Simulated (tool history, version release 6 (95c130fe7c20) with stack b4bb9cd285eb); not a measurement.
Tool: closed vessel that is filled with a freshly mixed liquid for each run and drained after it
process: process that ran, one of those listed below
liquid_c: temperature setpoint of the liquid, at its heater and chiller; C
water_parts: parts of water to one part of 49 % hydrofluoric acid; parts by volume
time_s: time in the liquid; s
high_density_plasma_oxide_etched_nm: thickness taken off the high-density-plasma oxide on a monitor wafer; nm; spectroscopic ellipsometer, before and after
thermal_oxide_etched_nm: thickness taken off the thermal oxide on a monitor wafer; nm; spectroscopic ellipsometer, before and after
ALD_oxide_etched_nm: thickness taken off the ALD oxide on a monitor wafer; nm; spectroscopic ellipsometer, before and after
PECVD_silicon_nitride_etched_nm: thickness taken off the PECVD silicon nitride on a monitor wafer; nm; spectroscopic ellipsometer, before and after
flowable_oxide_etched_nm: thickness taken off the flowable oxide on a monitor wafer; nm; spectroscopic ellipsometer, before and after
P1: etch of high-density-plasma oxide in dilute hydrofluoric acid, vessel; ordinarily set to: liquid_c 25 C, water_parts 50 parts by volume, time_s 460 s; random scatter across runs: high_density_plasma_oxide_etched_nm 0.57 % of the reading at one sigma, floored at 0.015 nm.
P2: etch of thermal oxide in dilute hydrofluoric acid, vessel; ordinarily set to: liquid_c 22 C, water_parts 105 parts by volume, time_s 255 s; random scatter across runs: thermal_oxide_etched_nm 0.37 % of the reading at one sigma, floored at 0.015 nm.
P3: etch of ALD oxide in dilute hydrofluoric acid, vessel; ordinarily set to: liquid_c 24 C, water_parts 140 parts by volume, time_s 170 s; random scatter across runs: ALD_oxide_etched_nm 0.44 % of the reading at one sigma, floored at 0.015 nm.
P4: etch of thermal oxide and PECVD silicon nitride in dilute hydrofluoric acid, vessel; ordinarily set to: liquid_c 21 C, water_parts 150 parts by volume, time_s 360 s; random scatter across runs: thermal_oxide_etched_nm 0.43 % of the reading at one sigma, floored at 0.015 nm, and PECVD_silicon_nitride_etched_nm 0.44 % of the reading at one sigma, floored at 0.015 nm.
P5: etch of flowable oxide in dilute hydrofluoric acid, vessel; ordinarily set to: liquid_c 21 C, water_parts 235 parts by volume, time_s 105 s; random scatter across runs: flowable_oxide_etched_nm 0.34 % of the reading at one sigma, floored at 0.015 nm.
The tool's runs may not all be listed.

run,day,process,liquid_c,water_parts,time_s,high_density_plasma_oxide_etched_nm,thermal_oxide_etched_nm,ALD_oxide_etched_nm,PECVD_silicon_nitride_etched_nm,flowable_oxide_etched_nm
1,0.204,P1,25,50,460,52.445,,,,
2,0.383,P2,22,45,255,,27.59,,,
3,0.562,P2,28,105,255,,13.999,,,
4,0.917,P1,25,50,460,51.757,,,,
# day 0.933: thermometer replaced
5,1.15,P1,25,20,110,32.394,,,,
6,1.521,P1,25,50,30,3.3813,,,,
7,1.7,P3,24,140,170,,,17.827,,
8,2.025,P4,21,150,360,,9.8598,,11.09,
9,2.325,P5,21,70,105,,,,,34.02
10,2.612,P1,25,50,460,52.767,,,,
11,2.996,P3,24,140,30,,,3.1343,,
12,3.262,P3,24,140,170,,,17.716,,
13,3.654,P1,25,50,745,84.343,,,,
14,3.908,P1,17,50,460,37.152,,,,
15,4.242,P5,26.5,235,105,,,,,10.347
16,4.425,P4,21,30,360,,56.185,,52.762,
17,4.717,P2,22,105,255,,10.985,,,
18,5,P4,21,150,360,,9.8275,,11.094,
19,5.367,P1,25,50,460,52.429,,,,
20,5.629,P1,25,90,460,27.613,,,,
21,5.829,P4,21,150,715,,19.525,,22.082,
22,6.092,P3,24,40,170,,,70.747,,
23,6.329,P1,31.5,50,460,68.397,,,,
24,6.708,P4,29,150,360,,13.246,,18.197,
25,7.033,P1,25,20,460,136.77,,,,
26,7.246,P5,21,235,200,,,,,16.071
27,7.55,P5,21,235,105,,,,,8.4778
28,7.854,P2,22,105,125,,5.3495,,,
29,8.088,P1,25,50,460,51.836,,,,
30,8.479,P1,25,50,460,52.472,,,,
31,8.85,P3,17,140,170,,,13.479,,
32,9.042,P1,25,50,460,52.176,,,,
33,9.312,P1,25,50,460,51.023,,,,
34,9.704,P1,25,50,460,49.724,,,,
35,10.067,P1,25,50,460,49.908,,,,
36,10.458,P1,25,50,460,49.339,,,,
37,10.633,P1,25,50,460,49.142,,,,
38,10.992,P1,25,50,460,49.298,,,,

The output of P1 has drifted from where it used to be. Each of the 2 causes below, taken at the size shown beside it, accounts for the log equally well:
A: liquid colder than its thermometer reads (K) = 1.58
B: hydrofluoric acid flow below the setpoint (%) = 5.87
The drift started at roughly day 9.042.

Listed below are the offered check runs, one wafer per run, with question marks in place of results. For which of them would the causes give clearly different outcomes?
check 1,11.35,P2,25,105,255,,?,,,
check 2,11.35,P3,17,65,170,,,?,,
check 3,11.35,P5,21,90,105,,,,,?
check 4,11.35,P4,21,55,700,,?,,?,

Predicted outcomes, by check and by cause:
check,result,if A,if B
check 1,thermal_oxide_etched_nm,11.628,11.554
check 2,ALD_oxide_etched_nm,29.389,29.496
check 3,flowable_oxide_etched_nm,24.104,24.062
check 4,thermal_oxide_etched_nm,54.327,54.44
check 4,PECVD_silicon_nitride_etched_nm,51.373,54.026
Gap, in per cent, between the two causes that each check separates least, read from the result that separates them most: check 1 0.64 %; check 2 0.36 %; check 3 0.18 %; check 4 5.04 %
Check 4 is the one run that separates the causes; every other check would come out nearly the same whichever cause is at work.

Then check 4 was run and gave: thermal_oxide_etched_nm 54.17 nm; PECVD_silicon_nitride_etched_nm 54.006 nm. Which cause is it?

The cause is B: hydrofluoric acid flow below the setpoint (%).

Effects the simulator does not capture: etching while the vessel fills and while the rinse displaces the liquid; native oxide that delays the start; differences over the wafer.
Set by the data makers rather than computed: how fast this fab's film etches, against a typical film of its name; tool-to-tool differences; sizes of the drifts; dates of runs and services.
